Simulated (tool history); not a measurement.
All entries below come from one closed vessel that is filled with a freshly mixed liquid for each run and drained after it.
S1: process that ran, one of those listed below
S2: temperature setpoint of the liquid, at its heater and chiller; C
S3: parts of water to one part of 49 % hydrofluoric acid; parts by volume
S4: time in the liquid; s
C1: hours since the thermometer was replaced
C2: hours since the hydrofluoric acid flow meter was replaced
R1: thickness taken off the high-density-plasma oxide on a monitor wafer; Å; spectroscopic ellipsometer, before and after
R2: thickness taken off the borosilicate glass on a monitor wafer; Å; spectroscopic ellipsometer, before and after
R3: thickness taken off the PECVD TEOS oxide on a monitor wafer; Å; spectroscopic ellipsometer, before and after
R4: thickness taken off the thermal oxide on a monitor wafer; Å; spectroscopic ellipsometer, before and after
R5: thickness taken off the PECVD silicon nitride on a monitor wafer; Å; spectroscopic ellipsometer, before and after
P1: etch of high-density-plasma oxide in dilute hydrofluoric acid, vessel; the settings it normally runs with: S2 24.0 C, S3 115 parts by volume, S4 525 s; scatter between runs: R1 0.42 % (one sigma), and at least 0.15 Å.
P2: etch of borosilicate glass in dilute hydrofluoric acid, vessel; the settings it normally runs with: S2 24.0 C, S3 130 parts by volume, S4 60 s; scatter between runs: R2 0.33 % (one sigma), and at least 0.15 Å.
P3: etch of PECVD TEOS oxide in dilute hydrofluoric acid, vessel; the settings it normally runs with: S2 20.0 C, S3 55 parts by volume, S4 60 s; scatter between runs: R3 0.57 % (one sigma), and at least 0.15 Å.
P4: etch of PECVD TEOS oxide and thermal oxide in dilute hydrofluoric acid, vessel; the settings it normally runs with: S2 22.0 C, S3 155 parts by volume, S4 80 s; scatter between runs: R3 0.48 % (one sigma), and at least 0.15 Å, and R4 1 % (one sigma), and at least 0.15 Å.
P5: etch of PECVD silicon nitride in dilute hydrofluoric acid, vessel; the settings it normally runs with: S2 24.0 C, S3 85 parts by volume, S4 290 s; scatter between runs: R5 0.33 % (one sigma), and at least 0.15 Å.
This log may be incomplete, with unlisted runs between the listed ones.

run   hour  S1    S2   S3    S4     C1     C2       R1       R2       R3       R4       R5
  1    5.4  P1  24.0  115   525  754.3  363.7  299.570
  2   10.4  P1  20.5  115    55  759.3  368.7   27.192
  3   17.7  P1  24.0  115   525  766.6  376.0  299.240
  4   26.3  P1  24.0  115   525  775.2  384.6  299.870
  5   35.1  P2  24.0  130    60  784.0  393.4            99.073
  6   42.4  P4  28.5  155    80  791.3  400.7                     94.831   25.835
  7   46.8  P4  22.0  155   140  795.7  405.1                    131.760   35.453
  8   55.0  P1  24.0   70   525  803.9  413.3  522.920
  9   60.7  P3  20.0   55    30  809.6  419.0                     41.673
 10   65.4  P5  24.0   85    30  814.3  423.7                                       10.340
 11   73.4  P2  24.0  220    60  822.3  431.7            53.561
 12   82.0  P3  20.0   55    60  830.9  440.3                     83.418
 13   87.3  P2  28.0  130    60  836.2  445.6           116.270
 14   94.6  P1  18.0  115   525  843.5  452.9  234.310
 15   99.7  P1  24.0  115   525  848.6  458.0  301.200
 16  107.8  P1  31.0  115   750  856.7  466.1  556.240
 17  114.3  P4  22.0  155    80  863.2  472.6                     74.875   20.246
 18  120.7  P1  24.0  115   525  869.6  479.0  302.130
 19  126.8  P3  20.0   55    60  875.7  485.1                     83.789
 20  136.1  P3  28.0   55    60  885.0  494.4                    115.680
 21  141.8  P3  20.0   80    60  890.7  500.1                     55.565
 22  148.1  P5  24.0   85   290  897.0  506.4                                       97.828
 23  153.7  P5  24.0   25   290  902.6  512.0                                      323.140
 24  158.8  P5  24.0   85   290  907.7  517.1                                       98.499
 25  166.4  P2  24.0  130    60  915.3  524.7            98.817
 26  174.8  P1  24.0  180   525  923.7  533.1  178.410
 27  181.7  P1  24.0  115  1045  930.6  540.0  600.210
 28  189.7  P4  22.0   20    80  938.6  548.0                    688.260  185.850
 29  196.3  P1  24.0  115    75  945.2  554.6   42.695
 30  200.5  P2  24.0  130    30  949.4  558.8            49.997
 31  208.5  P5  17.0   85   290  957.4  566.8                                       61.197
 32  217.7  P1  32.5  115   525  966.6  576.0  413.900
 33  226.4  P1  24.0  115   525  975.3  584.7  298.380
 34  233.9  P1  24.0  115   525  982.8  592.2  315.720
 35  241.9  P1  24.0  115   525  990.8  600.2  323.280

Run 36, settings as shown, results not yet in. Your forecast:
 36  250.9  P1  24.0  115  525  999.8  609.2   ?

Run 36 gave R1 323.430 Å.
